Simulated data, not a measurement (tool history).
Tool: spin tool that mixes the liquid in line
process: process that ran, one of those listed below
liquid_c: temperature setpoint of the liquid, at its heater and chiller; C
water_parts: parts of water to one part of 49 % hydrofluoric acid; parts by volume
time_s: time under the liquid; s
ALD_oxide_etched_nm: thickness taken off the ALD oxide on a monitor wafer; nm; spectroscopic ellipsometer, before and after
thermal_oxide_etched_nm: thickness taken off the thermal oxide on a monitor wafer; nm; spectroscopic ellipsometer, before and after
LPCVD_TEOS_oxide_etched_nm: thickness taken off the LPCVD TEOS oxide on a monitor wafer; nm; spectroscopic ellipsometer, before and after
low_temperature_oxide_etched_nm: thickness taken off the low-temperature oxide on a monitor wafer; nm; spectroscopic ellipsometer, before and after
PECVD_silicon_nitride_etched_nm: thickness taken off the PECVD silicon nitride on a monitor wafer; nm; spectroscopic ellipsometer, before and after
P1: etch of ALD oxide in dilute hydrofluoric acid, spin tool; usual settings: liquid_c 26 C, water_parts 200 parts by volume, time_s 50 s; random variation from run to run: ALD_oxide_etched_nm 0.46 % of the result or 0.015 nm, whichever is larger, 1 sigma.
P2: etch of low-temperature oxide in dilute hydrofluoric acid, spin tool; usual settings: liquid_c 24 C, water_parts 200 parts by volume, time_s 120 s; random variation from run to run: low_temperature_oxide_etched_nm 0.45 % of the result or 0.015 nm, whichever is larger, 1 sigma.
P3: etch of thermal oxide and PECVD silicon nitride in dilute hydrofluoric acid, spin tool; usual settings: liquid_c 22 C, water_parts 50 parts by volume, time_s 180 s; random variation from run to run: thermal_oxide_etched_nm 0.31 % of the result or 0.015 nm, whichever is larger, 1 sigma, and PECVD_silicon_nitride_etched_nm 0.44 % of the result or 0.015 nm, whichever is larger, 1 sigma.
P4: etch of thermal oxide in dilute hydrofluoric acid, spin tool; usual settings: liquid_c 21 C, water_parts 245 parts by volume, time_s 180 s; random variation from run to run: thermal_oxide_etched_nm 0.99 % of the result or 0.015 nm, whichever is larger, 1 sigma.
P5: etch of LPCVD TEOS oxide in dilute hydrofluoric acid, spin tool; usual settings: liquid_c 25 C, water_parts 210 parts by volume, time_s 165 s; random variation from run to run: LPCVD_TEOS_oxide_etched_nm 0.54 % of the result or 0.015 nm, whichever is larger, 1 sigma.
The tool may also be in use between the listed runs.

run	day	process	liquid_c	water_parts	time_s	ALD_oxide_etched_nm	thermal_oxide_etched_nm	LPCVD_TEOS_oxide_etched_nm	low_temperature_oxide_etched_nm	PECVD_silicon_nitride_etched_nm
1	0.621	P1	26	200	50	4.9223				
2	1.221	P4	21	370	180		1.5688			
3	1.896	P5	20	210	165			12.673		
4	2.262	P1	26	120	50	9.1198				
5	2.983	P1	32	200	90	11.007				
6	3.642	P2	24	315	120				9.755	
7	4.088	P2	29	200	120				20.664	
8	4.829	P5	25	345	165			8.0988		
9	5.579	P2	24	200	120				17.496	
10	6.242	P1	26	200	15	1.509				
11	6.858	P1	26	200	85	8.4448				
12	7.317	P4	17	245	180		2.3084			
13	7.804	P1	26	200	50	5.0022				
14	8.138	P3	22	50	180		16.79			10.581
15	8.696	P5	25	210	165			15.124		
16	9.338	P3	22	80	180		10.067			6.6932
17	9.812	P1	26	290	95	5.9441				
18	10.417	P1	22.5	200	50	4.3618				
19	10.829	P4	21	245	180		2.6285			
20	11.175	P1	26	280	50	3.2391				
21	11.762	P2	24	200	230				33.545	
22	12.192	P1	31.5	315	50	3.334				
23	12.875	P1	26	200	50	5.0054				
24	13.262	P4	21	245	300		4.4351			
25	14	P3	22	50	85		7.9526			5.0458
26	14.596	P2	24	200	120				17.364	
27	15.175	P1	26	200	50	4.9947				
28	15.658	P1	33.5	200	50	6.5157				
29	16.325	P1	26	200	50	4.9539				
30	16.975	P3	22	50	180		16.714			10.57
31	17.588	P3	17	50	180		13.508			7.4769
32	18.229	P4	21	245	180		2.6749			
33	18.804	P5	25	210	50			4.5684		
34	19.212	P1	26	200	50	4.9873				
35	19.696	P1	26	200	50	4.8635				
36	20.1	P1	26	200	50	4.7984				
37	20.504	P1	26	200	50	4.7457				

Forecast run 38:
38	21.167	P1	26	200	50	?				

{"run 38": {"ALD_oxide_etched_nm": 4.7332}}

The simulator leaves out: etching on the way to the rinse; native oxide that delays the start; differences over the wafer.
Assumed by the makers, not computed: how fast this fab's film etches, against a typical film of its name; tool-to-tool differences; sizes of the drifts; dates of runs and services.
